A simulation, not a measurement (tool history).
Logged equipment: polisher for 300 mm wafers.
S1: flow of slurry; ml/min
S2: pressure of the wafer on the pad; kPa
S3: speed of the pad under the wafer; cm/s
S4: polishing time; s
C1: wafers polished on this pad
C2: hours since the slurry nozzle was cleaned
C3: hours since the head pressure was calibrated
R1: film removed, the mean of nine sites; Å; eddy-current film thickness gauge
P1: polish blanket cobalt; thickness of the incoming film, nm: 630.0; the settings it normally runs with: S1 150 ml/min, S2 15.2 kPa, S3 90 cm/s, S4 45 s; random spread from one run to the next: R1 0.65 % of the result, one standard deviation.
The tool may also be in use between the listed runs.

run,hour,S1,S2,S3,S4,C1,C2,C3,R1
1,11.2,150,15.2,90,45,419,170.0,861.5,2682.9
2,24.3,105,15.2,90,55,561,183.1,874.6,3075.7
3,35.3,150,15.2,130,45,681,194.1,885.6,3915.0
4,45.5,230,15.2,90,45,791,204.3,895.8,2911.5
5,57.0,150,21.4,128,45,916,215.8,907.3,5375.8
6,64.0,150,24.1,90,45,992,222.8,914.3,4315.8
7,72.8,150,15.2,90,45,1087,231.6,923.1,2679.7
8,83.7,150,15.2,90,45,1205,242.5,934.0,2686.2
9,95.3,150,15.2,90,45,1331,254.1,945.6,2688.0
10,107.0,150,15.2,90,45,1458,265.8,957.3,2681.3
11,115.1,90,15.2,114,45,1545,273.9,965.4,3052.2
12,122.9,150,15.2,90,25,1630,281.7,973.2,1499.0
13,129.3,150,15.2,90,62,1699,288.1,979.6,3709.8
14,140.6,90,15.2,90,45,1822,299.4,990.9,2398.1
15,151.0,150,15.2,40,45,1934,309.8,1001.3,1213.9
16,162.1,150,15.2,90,45,2055,320.9,1012.4,2721.5
17,171.4,150,10.3,90,45,2155,330.2,1021.7,1837.5
18,179.7,150,15.2,90,45,2245,338.5,1030.0,2710.4
19,187.5,150,15.2,90,45,2330,346.3,1037.8,2697.2
20,196.8,150,15.2,90,45,2431,355.6,1047.1,2612.2
21,208.8,150,15.2,90,45,2561,367.6,1059.1,2596.1
22,218.9,150,15.2,90,45,2670,377.7,1069.2,2551.8
23,228.4,150,15.2,90,45,2773,387.2,1078.7,2531.4
24,241.1,150,15.2,90,45,2911,399.9,1091.4,2487.3
25,249.7,150,15.2,90,45,3004,408.5,1100.0,2517.0
# hour 256.4: head pressure recalibrated
26,257.5,150,15.2,90,45,3088,416.3,1.1,2495.3
27,270.3,150,15.2,90,45,3227,429.1,13.9,2482.5
28,276.3,150,15.2,90,45,3292,435.1,19.9,2494.7
29,289.2,150,15.2,90,45,3432,448.0,32.8,2489.6

P1 has crept away from where it was. The log is fitted equally well by each of these 2 causes, at the sizes shown:
A: removal rate lost through wear of the pad, % = 8.22
B: slurry flow missing at the pad, % = 33.5
The gradual shift began around hour 187.5.
All other causes, with the reason each is excluded:
head's pressure below its setpoint, %: was serviced at hour 256.4, once the creep was under way, yet the earlier output never came back

Of the 4 check runs below, each run on 5 wafers with the results averaged and each result still a question mark, which one would tell the listed causes apart?
check 1,302.1,150,22.1,90,26,,,,?
check 2,302.1,150,24.1,90,45,,,,?
check 3,302.1,220,15.2,90,29,,,,?
check 4,302.1,150,23.4,54,45,,,,?

How each check would come out, cause by cause:
check,result,if A,if B
check 1,R1,2079.8,2079.9
check 2,R1,3937.1,3937.3
check 3,R1,1686.6,1730.1
check 4,R1,2294.8,2294.9
Per-check spread between the two closest causes, in the result where they differ most: check 1 0 %; check 2 0 %; check 3 2.54 %; check 4 0 %
Check 3 distinguishes between the causes, while the remaining checks would return nearly the same result for all of them.

Check 3 was then run and gave: R1 1731.9 Å. Which cause is it?

Of the candidate causes, it is B: slurry flow missing at the pad, %.
